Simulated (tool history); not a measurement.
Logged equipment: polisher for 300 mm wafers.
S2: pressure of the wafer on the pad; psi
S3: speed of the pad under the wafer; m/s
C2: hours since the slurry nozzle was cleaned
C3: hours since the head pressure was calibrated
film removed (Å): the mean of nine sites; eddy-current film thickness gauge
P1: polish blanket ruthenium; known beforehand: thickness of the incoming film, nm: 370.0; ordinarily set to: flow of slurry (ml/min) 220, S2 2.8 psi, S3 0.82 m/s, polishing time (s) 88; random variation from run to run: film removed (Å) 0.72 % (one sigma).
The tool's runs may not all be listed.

{"run": 1, "hour": 4.1, "flow of slurry (ml/min)": 220, "S2": 2.8, "S3": 0.82, "polishing time (s)": 88, "wafers polished on this pad": 136, "C2": 355, "C3": 687.6, "film removed (Å)": 1282.4}
{"run": 2, "hour": 9.7, "flow of slurry (ml/min)": 220, "S2": 2.8, "S3": 1.12, "polishing time (s)": 111, "wafers polished on this pad": 212, "C2": 360.6, "C3": 693.2, "film removed (Å)": 2181.1}
{"run": 3, "hour": 15.6, "flow of slurry (ml/min)": 220, "S2": 2.8, "S3": 0.82, "polishing time (s)": 88, "wafers polished on this pad": 292, "C2": 366.5, "C3": 699.1, "film removed (Å)": 1270.7}
{"run": 4, "hour": 22.9, "flow of slurry (ml/min)": 220, "S2": 2.8, "S3": 0.82, "polishing time (s)": 88, "wafers polished on this pad": 390, "C2": 373.8, "C3": 706.4, "film removed (Å)": 1272.4}
{"run": 5, "hour": 29.9, "flow of slurry (ml/min)": 220, "S2": 2.8, "S3": 0.82, "polishing time (s)": 88, "wafers polished on this pad": 485, "C2": 380.8, "C3": 713.4, "film removed (Å)": 1270.5}
{"run": 6, "hour": 36.8, "flow of slurry (ml/min)": 220, "S2": 2.8, "S3": 0.36, "polishing time (s)": 88, "wafers polished on this pad": 578, "C2": 387.7, "C3": 720.3, "film removed (Å)": 558.35}
{"run": 7, "hour": 40.6, "flow of slurry (ml/min)": 220, "S2": 2.8, "S3": 1.06, "polishing time (s)": 88, "wafers polished on this pad": 629, "C2": 391.5, "C3": 724.1, "film removed (Å)": 1625.1}
{"run": 8, "hour": 47.7, "flow of slurry (ml/min)": 220, "S2": 2.8, "S3": 0.82, "polishing time (s)": 40, "wafers polished on this pad": 725, "C2": 398.6, "C3": 731.2, "film removed (Å)": 579.59}
{"run": 9, "hour": 51.1, "flow of slurry (ml/min)": 220, "S2": 2.8, "S3": 0.82, "polishing time (s)": 88, "wafers polished on this pad": 771, "C2": 402, "C3": 734.6, "film removed (Å)": 1263.3}
{"run": 10, "hour": 54.6, "flow of slurry (ml/min)": 130, "S2": 4.2, "S3": 0.82, "polishing time (s)": 88, "wafers polished on this pad": 818, "C2": 405.5, "C3": 738.1, "film removed (Å)": 1749.8}
{"run": 11, "hour": 59.1, "flow of slurry (ml/min)": 330, "S2": 2.8, "S3": 0.82, "polishing time (s)": 88, "wafers polished on this pad": 879, "C2": 410, "C3": 742.6, "film removed (Å)": 1333.3}
{"run": 12, "hour": 62.5, "flow of slurry (ml/min)": 130, "S2": 2.8, "S3": 0.82, "polishing time (s)": 88, "wafers polished on this pad": 925, "C2": 413.4, "C3": 746, "film removed (Å)": 1180.4}
{"run": 13, "hour": 69.9, "flow of slurry (ml/min)": 220, "S2": 2.8, "S3": 0.82, "polishing time (s)": 88, "wafers polished on this pad": 1025, "C2": 420.8, "C3": 753.4, "film removed (Å)": 1258.2}
{"run": 14, "hour": 76.4, "flow of slurry (ml/min)": 220, "S2": 3.6, "S3": 0.82, "polishing time (s)": 88, "wafers polished on this pad": 1113, "C2": 427.3, "C3": 759.9, "film removed (Å)": 1624.4}
{"run": 15, "hour": 80.5, "flow of slurry (ml/min)": 285, "S2": 1.5, "S3": 0.82, "polishing time (s)": 88, "wafers polished on this pad": 1168, "C2": 431.4, "C3": 764, "film removed (Å)": 691.83}
{"run": 16, "hour": 85.0, "flow of slurry (ml/min)": 220, "S2": 2.8, "S3": 0.82, "polishing time (s)": 129, "wafers polished on this pad": 1229, "C2": 435.9, "C3": 768.5, "film removed (Å)": 1856.9}
{"run": 17, "hour": 88.5, "flow of slurry (ml/min)": 220, "S2": 1.3, "S3": 0.82, "polishing time (s)": 88, "wafers polished on this pad": 1276, "C2": 439.4, "C3": 772, "film removed (Å)": 582.2}
{"run": 18, "hour": 93.1, "flow of slurry (ml/min)": 220, "S2": 2.8, "S3": 0.82, "polishing time (s)": 88, "wafers polished on this pad": 1338, "C2": 444, "C3": 776.6, "film removed (Å)": 1262.9}
{"run": 19, "hour": 97.0, "flow of slurry (ml/min)": 220, "S2": 2.8, "S3": 0.82, "polishing time (s)": 88, "wafers polished on this pad": 1391, "C2": 447.9, "C3": 780.5, "film removed (Å)": 1242}
{"run": 20, "hour": 103.6, "flow of slurry (ml/min)": 220, "S2": 2.8, "S3": 0.82, "polishing time (s)": 88, "wafers polished on this pad": 1480, "C2": 454.5, "C3": 787.1, "film removed (Å)": 1221.4}

Predict the results of run 21:
{"run": 21, "hour": 108.2, "flow of slurry (ml/min)": 220, "S2": 2.8, "S3": 0.82, "polishing time (s)": 88, "wafers polished on this pad": 1542, "C2": 459.1, "C3": 791.7, "film removed (Å)": "?"}

Logged for run 21: film removed (Å) 1208.5.

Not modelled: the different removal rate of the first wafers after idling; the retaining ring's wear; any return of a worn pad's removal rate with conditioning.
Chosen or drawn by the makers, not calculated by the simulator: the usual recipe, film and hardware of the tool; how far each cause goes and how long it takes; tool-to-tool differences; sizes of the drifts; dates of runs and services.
